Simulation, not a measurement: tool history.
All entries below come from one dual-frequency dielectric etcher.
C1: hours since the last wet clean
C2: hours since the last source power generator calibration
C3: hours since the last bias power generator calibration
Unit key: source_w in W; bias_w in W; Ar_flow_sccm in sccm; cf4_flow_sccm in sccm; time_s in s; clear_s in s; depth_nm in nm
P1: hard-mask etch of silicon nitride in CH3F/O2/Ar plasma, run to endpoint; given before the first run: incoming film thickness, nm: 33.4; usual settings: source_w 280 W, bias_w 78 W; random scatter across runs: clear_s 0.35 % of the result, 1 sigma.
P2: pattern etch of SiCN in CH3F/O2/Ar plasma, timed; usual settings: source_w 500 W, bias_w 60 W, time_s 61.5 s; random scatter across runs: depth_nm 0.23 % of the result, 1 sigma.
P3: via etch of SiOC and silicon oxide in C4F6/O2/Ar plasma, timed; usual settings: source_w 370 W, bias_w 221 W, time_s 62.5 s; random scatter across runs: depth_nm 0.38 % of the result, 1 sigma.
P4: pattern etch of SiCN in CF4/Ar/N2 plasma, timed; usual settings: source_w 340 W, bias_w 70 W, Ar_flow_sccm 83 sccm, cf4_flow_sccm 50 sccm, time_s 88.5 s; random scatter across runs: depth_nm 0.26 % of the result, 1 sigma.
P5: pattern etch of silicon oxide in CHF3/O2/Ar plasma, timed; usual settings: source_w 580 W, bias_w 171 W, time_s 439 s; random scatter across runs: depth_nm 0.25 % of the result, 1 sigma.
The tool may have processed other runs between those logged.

run 1 hour=16.6 | process=P1 source_w=280 bias_w=78 | C1=221.7 C2=1719.8 C3=628.5 | clear_s=54.568
run 2 hour=32 | process=P4 source_w=250 bias_w=70 Ar_flow_sccm=83 cf4_flow_sccm=50 time_s=88.5 | C1=237.1 C2=1735.2 C3=643.9 | depth_nm=44.196
run 3 hour=41 | process=P4 source_w=340 bias_w=70 Ar_flow_sccm=83 cf4_flow_sccm=50 time_s=66 | C1=246.1 C2=1744.2 C3=652.9 | depth_nm=43.283
run 4 hour=52.1 | process=P4 source_w=340 bias_w=47 Ar_flow_sccm=83 cf4_flow_sccm=50 time_s=88.5 | C1=257.2 C2=1755.3 C3=664 | depth_nm=50.42
run 5 hour=61.5 | process=P1 source_w=340 bias_w=78 | C1=266.6 C2=1764.7 C3=673.4 | clear_s=50.637
run 6 hour=74.4 | process=P1 source_w=280 bias_w=78 | C1=279.5 C2=1777.6 C3=686.3 | clear_s=54.446
run 7 hour=88.8 | process=P5 source_w=580 bias_w=171 time_s=291 | C1=293.9 C2=1792 C3=700.7 | depth_nm=559.91
run 8 hour=99 | process=P2 source_w=500 bias_w=72 time_s=61.5 | C1=304.1 C2=1802.2 C3=710.9 | depth_nm=25.541
run 9 hour=108.4 | process=P5 source_w=580 bias_w=171 time_s=439 | C1=313.5 C2=1811.6 C3=720.3 | depth_nm=849.47
run 10 hour=120.2 | process=P2 source_w=500 bias_w=60 time_s=87.5 | C1=325.3 C2=1823.4 C3=732.1 | depth_nm=34.202
run 11 hour=133.8 | process=P3 source_w=370 bias_w=221 time_s=62.5 | C1=338.9 C2=1837 C3=745.7 | depth_nm=75.283
run 12 hour=151.4 | process=P1 source_w=280 bias_w=96 | C1=356.5 C2=1854.6 C3=763.3 | clear_s=50.264
run 13 hour=163.8 | process=P4 source_w=340 bias_w=70 Ar_flow_sccm=83 cf4_flow_sccm=50 time_s=88.5 | C1=368.9 C2=1867 C3=775.7 | depth_nm=57.781
run 14 hour=172.1 | process=P4 source_w=340 bias_w=70 Ar_flow_sccm=56 cf4_flow_sccm=50 time_s=88.5 | C1=377.2 C2=1875.3 C3=784 | depth_nm=61.135
run 15 hour=188.2 | process=P5 source_w=580 bias_w=105 time_s=439 | C1=393.3 C2=1891.4 C3=800.1 | depth_nm=725.22
run 16 hour=196.3 | process=P4 source_w=340 bias_w=70 Ar_flow_sccm=83 cf4_flow_sccm=50 time_s=88.5 | C1=401.4 C2=1899.5 C3=808.2 | depth_nm=57.65
run 17 hour=212.8 | process=P1 source_w=210 bias_w=54 | C1=417.9 C2=1916 C3=824.7 | clear_s=68.898
run 18 hour=220.7 | process=P3 source_w=480 bias_w=221 time_s=62.5 | C1=425.8 C2=1923.9 C3=832.6 | depth_nm=83.368
run 19 hour=233.6 | process=P1 source_w=210 bias_w=78 | C1=438.7 C2=1936.8 C3=845.5 | clear_s=60.301
run 20 hour=248.9 | process=P3 source_w=370 bias_w=221 time_s=62.5 | C1=454 C2=1952.1 C3=860.8 | depth_nm=74.907
run 21 hour=257.2 | process=P2 source_w=670 bias_w=60 time_s=61.5 | C1=462.3 C2=1960.4 C3=869.1 | depth_nm=26.944
run 22 hour=269.1 | process=P3 source_w=370 bias_w=174 time_s=62.5 | C1=474.2 C2=1972.3 C3=881 | depth_nm=69.337
run 23 hour=278.6 | process=P2 source_w=500 bias_w=60 time_s=61.5 | C1=483.7 C2=1981.8 C3=890.5 | depth_nm=24.038
run 24 hour=289 | process=P1 source_w=280 bias_w=45 | C1=494.1 C2=1992.2 C3=900.9 | clear_s=65.778
run 25 hour=303.8 | process=P2 source_w=500 bias_w=60 time_s=61.5 | C1=508.9 C2=2007 C3=915.7 | depth_nm=24.082
run 26 hour=314.9 | process=P1 source_w=280 bias_w=78 | C1=520 C2=2018.1 C3=926.8 | clear_s=54.413
run 27 hour=331.7 | process=P1 source_w=280 bias_w=78 | C1=536.8 C2=2034.9 C3=943.6 | clear_s=54.382
run 28 hour=341.2 | process=P1 source_w=390 bias_w=93 | C1=546.3 C2=2044.4 C3=953.1 | clear_s=45.213
run 29 hour=359.2 | process=P5 source_w=730 bias_w=171 time_s=439 | C1=564.3 C2=2062.4 C3=971.1 | depth_nm=930.33
run 30 hour=370.5 | process=P1 source_w=280 bias_w=78 | C1=575.6 C2=2073.7 C3=982.4 | clear_s=54.11
run 31 hour=385 | process=P3 source_w=370 bias_w=221 time_s=47 | C1=590.1 C2=2088.2 C3=996.9 | depth_nm=56.637
run 32 hour=393.2 | process=P4 source_w=340 bias_w=70 Ar_flow_sccm=83 cf4_flow_sccm=34 time_s=88.5 | C1=598.3 C2=2096.4 C3=1005.1 | depth_nm=54.361
run 33 hour=402.3 | process=P1 source_w=280 bias_w=78 | C1=607.4 C2=2105.5 C3=1014.2 | clear_s=54.496
run 34 hour=420 | process=P1 source_w=280 bias_w=78 | C1=625.1 C2=2123.2 C3=1031.9 | clear_s=54.572
run 35 hour=435.2 | process=P1 source_w=280 bias_w=78 | C1=640.3 C2=2138.4 C3=1047.1 | clear_s=55.002
run 36 hour=448 | process=P1 source_w=280 bias_w=78 | C1=653.1 C2=2151.2 C3=1059.9 | clear_s=55.267
run 37 hour=464.8 | process=P1 source_w=280 bias_w=78 | C1=669.9 C2=2168 C3=1076.7 | clear_s=55.042
-- hour=466.1 wet clean of the chamber
run 38 hour=480.5 | process=P1 source_w=280 bias_w=78 | C1=14.5 C2=2183.7 C3=1092.4 | clear_s=55.173
run 39 hour=493 | process=P1 source_w=280 bias_w=78 | C1=27 C2=2196.2 C3=1104.9 | clear_s=55.242

Predict the results of run 40:
run 40 hour=506.3 | process=P1 source_w=280 bias_w=78 | C1=40.3 C2=2209.5 C3=1118.2 | clear_s=?

clear_s: 55.361 s

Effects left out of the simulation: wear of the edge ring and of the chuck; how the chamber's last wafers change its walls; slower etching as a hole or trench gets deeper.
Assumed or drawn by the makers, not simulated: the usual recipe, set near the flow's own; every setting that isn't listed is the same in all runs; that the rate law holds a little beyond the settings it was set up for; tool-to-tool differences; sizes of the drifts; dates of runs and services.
